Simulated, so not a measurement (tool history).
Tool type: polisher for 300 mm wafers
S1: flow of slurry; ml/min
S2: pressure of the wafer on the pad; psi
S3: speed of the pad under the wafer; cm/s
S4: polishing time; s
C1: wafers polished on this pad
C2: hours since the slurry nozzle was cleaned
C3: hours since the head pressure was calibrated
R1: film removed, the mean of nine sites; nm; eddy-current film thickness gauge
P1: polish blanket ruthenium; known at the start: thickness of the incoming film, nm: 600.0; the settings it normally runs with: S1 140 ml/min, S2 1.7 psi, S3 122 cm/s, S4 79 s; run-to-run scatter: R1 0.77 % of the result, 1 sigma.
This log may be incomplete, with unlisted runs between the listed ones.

run,hour,S1,S2,S3,S4,C1,C2,C3,R1
1,12.1,140,1.7,122,79,803,175.9,595.8,75.824
2,26.5,210,1.7,122,79,989,190.3,610.2,80.516
3,37.7,140,1.7,122,79,1134,201.5,621.4,76.180
4,54.2,140,1.7,54,79,1347,218.0,637.9,33.730
5,68.9,140,1.7,122,79,1537,232.7,652.6,75.853
6,83.6,140,1.7,122,103,1727,247.4,667.3,99.888
7,98.5,140,1.7,122,79,1919,262.3,682.2,75.647
8,112.5,140,1.7,122,79,2100,276.3,696.2,76.600
9,123.6,140,1.7,54,39,2244,287.4,707.3,16.668
10,135.1,140,1.7,122,40,2392,298.9,718.8,38.527
11,150.9,140,2.1,122,79,2596,314.7,734.6,93.802
12,158.9,100,1.7,122,105,2700,322.7,742.6,94.926
13,175.8,140,1.7,190,79,2918,339.6,759.5,119.110
14,188.1,140,0.8,122,79,3077,351.9,771.8,35.944
15,198.4,140,2.6,122,112,3210,362.2,782.1,163.520
16,214.9,90,1.7,122,79,3423,378.7,798.6,69.216
17,230.3,140,1.7,122,79,3622,394.1,814.0,75.557
18,241.1,140,1.7,122,79,3761,404.9,824.8,76.761
19,257.3,140,1.7,122,79,3971,421.1,841.0,76.625
20,270.2,140,1.7,122,79,4137,434.0,853.9,74.261
21,282.9,140,1.7,122,79,4301,446.7,866.6,73.752
22,292.0,140,1.7,122,79,4419,455.8,875.7,72.800
23,306.5,140,1.7,122,79,4606,470.3,890.2,71.992
24,314.8,140,1.7,122,79,4713,478.6,898.5,70.872
25,327.6,140,1.7,122,79,4879,491.4,911.3,71.252
26,339.5,140,1.7,122,79,5032,503.3,923.2,71.003

Forecast run 27:
# hour 340.0: head pressure recalibrated
27,356.1,140,1.7,122,79,5247,519.9,16.2,?

Run 27 gave R1 69.938 nm.
